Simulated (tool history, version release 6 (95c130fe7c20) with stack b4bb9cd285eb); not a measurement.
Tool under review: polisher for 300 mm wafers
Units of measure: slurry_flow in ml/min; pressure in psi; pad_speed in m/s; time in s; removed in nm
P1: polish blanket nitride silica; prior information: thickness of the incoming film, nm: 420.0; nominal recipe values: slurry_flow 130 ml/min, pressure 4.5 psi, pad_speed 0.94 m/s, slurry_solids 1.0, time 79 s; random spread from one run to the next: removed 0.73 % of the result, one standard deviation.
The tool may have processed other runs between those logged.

run 1 hour=6.1 | slurry_flow=130 pressure=4.5 pad_speed=0.94 slurry_solids=1.0 time=79 | removed=51.990
run 2 hour=10.9 | slurry_flow=130 pressure=4.5 pad_speed=0.94 slurry_solids=1.0 time=36 | removed=23.364
run 3 hour=15.9 | slurry_flow=130 pressure=4.5 pad_speed=0.94 slurry_solids=1.0 time=121 | removed=78.110
run 4 hour=22.1 | slurry_flow=130 pressure=6.5 pad_speed=0.94 slurry_solids=1.0 time=79 | removed=73.718
run 5 hour=25.4 | slurry_flow=130 pressure=2.0 pad_speed=0.94 slurry_solids=1.0 time=79 | removed=22.911
run 6 hour=28.6 | slurry_flow=175 pressure=4.5 pad_speed=1.34 slurry_solids=1.0 time=79 | removed=71.221
run 7 hour=33.9 | slurry_flow=130 pressure=4.5 pad_speed=1.28 slurry_solids=1.0 time=79 | removed=65.989
run 8 hour=38.2 | slurry_flow=130 pressure=4.5 pad_speed=0.94 slurry_solids=1.0 time=79 | removed=50.875
run 9 hour=41.7 | slurry_flow=130 pressure=4.5 pad_speed=0.94 slurry_solids=1.0 time=79 | removed=51.489
run 10 hour=47.5 | slurry_flow=130 pressure=4.5 pad_speed=0.94 slurry_solids=1.0 time=79 | removed=51.036
-- hour=51.8 conditioning disc replaced and pad reconditioned
run 11 hour=52.3 | slurry_flow=130 pressure=4.5 pad_speed=0.94 slurry_solids=1.0 time=79 | removed=50.813
run 12 hour=56.3 | slurry_flow=195 pressure=4.5 pad_speed=0.94 slurry_solids=1.0 time=79 | removed=54.580
run 13 hour=59.7 | slurry_flow=130 pressure=4.5 pad_speed=0.94 slurry_solids=1.3 time=79 | removed=57.230
run 14 hour=64.2 | slurry_flow=80 pressure=4.5 pad_speed=0.94 slurry_solids=1.0 time=79 | removed=45.419
run 15 hour=68.9 | slurry_flow=185 pressure=4.5 pad_speed=1.44 slurry_solids=1.0 time=79 | removed=77.410
run 16 hour=74.0 | slurry_flow=130 pressure=4.5 pad_speed=0.94 slurry_solids=0.5 time=79 | removed=34.840
run 17 hour=77.5 | slurry_flow=130 pressure=4.5 pad_speed=0.42 slurry_solids=1.0 time=79 | removed=26.794
run 18 hour=82.7 | slurry_flow=130 pressure=4.5 pad_speed=0.94 slurry_solids=1.0 time=79 | removed=51.007
run 19 hour=88.9 | slurry_flow=130 pressure=4.5 pad_speed=0.94 slurry_solids=1.0 time=79 | removed=49.449
run 20 hour=94.3 | slurry_flow=130 pressure=4.5 pad_speed=0.94 slurry_solids=1.0 time=79 | removed=48.699
run 21 hour=100.3 | slurry_flow=130 pressure=4.5 pad_speed=0.94 slurry_solids=1.0 time=79 | removed=48.164
run 22 hour=107.1 | slurry_flow=130 pressure=4.5 pad_speed=0.94 slurry_solids=1.0 time=79 | removed=47.594
-- hour=108.3 head pressure recalibrated
run 23 hour=111.5 | slurry_flow=130 pressure=4.5 pad_speed=0.94 slurry_solids=1.0 time=79 | removed=48.094
run 24 hour=117.9 | slurry_flow=130 pressure=4.5 pad_speed=0.94 slurry_solids=1.0 time=79 | removed=47.610
-- hour=118.6 slurry nozzle cleaned
-- hour=122.5 conditioning disc replaced and pad reconditioned
run 25 hour=123.6 | slurry_flow=130 pressure=4.5 pad_speed=0.94 slurry_solids=1.0 time=79 | removed=47.049
run 26 hour=127.1 | slurry_flow=130 pressure=4.5 pad_speed=0.94 slurry_solids=1.0 time=79 | removed=47.268
run 27 hour=131.4 | slurry_flow=130 pressure=4.5 pad_speed=0.94 slurry_solids=1.0 time=79 | removed=47.203
run 28 hour=137.5 | slurry_flow=130 pressure=4.5 pad_speed=0.94 slurry_solids=1.0 time=79 | removed=46.831

The log shows P1 creeping away from where it was. Any of the 2 causes listed here, at the size stated for it, fits the log just as well as the others:
A: removal rate lost through wear of the pad, % = 7.96
B: abrasive missing from the slurry, % = 16
At approximately hour 82.7, the process output began to creep.
What rules out each remaining cause:
slurry flow missing at the pad, %: work on it at hour 118.6, done after the drift set in, did not restore what the process gave before
head's pressure below its setpoint, %: work on it at hour 108.3, done after the drift set in, did not restore what the process gave before
time polished since the conditioner stopped cutting, s: work on it at hour 122.5, done after the drift set in, did not restore what the process gave before

The 4 check runs listed below each average the results of 5 wafers, and their outcomes are marked with question marks. Under which run would the listed causes produce clearly different results?
run check 1 hour=143.6 | slurry_flow=180 pressure=4.5 pad_speed=0.48 slurry_solids=1.00 time=79 | removed=?
run check 2 hour=143.6 | slurry_flow=130 pressure=4.5 pad_speed=0.62 slurry_solids=0.55 time=79 | removed=?
run check 3 hour=143.6 | slurry_flow=130 pressure=2.9 pad_speed=0.68 slurry_solids=1.00 time=79 | removed=?
run check 4 hour=143.6 | slurry_flow=130 pressure=4.5 pad_speed=0.64 slurry_solids=1.00 time=38 | removed=?

Outcome of each check run for each possible cause:
check=check_1 result=removed if_A=29.059 if_B=29.056
check=check_2 result=removed if_A=24.586 if_B=23.962
check=check_3 result=removed if_A=23.404 if_B=23.402
check=check_4 result=removed if_A=16.642 if_B=16.640
Smallest distance between any two causes, each pair judged by its most separating result, in per cent: check 1 0.01 %; check 2 2.57 %; check 3 0.01 %; check 4 0.01 %
The causes can be told apart only by check 2. The other checks would give nearly the same results under each of them.

The results of check 2 are: removed 23.906 nm. Based on these, which of the listed causes is it?

It is B: abrasive missing from the slurry, %.

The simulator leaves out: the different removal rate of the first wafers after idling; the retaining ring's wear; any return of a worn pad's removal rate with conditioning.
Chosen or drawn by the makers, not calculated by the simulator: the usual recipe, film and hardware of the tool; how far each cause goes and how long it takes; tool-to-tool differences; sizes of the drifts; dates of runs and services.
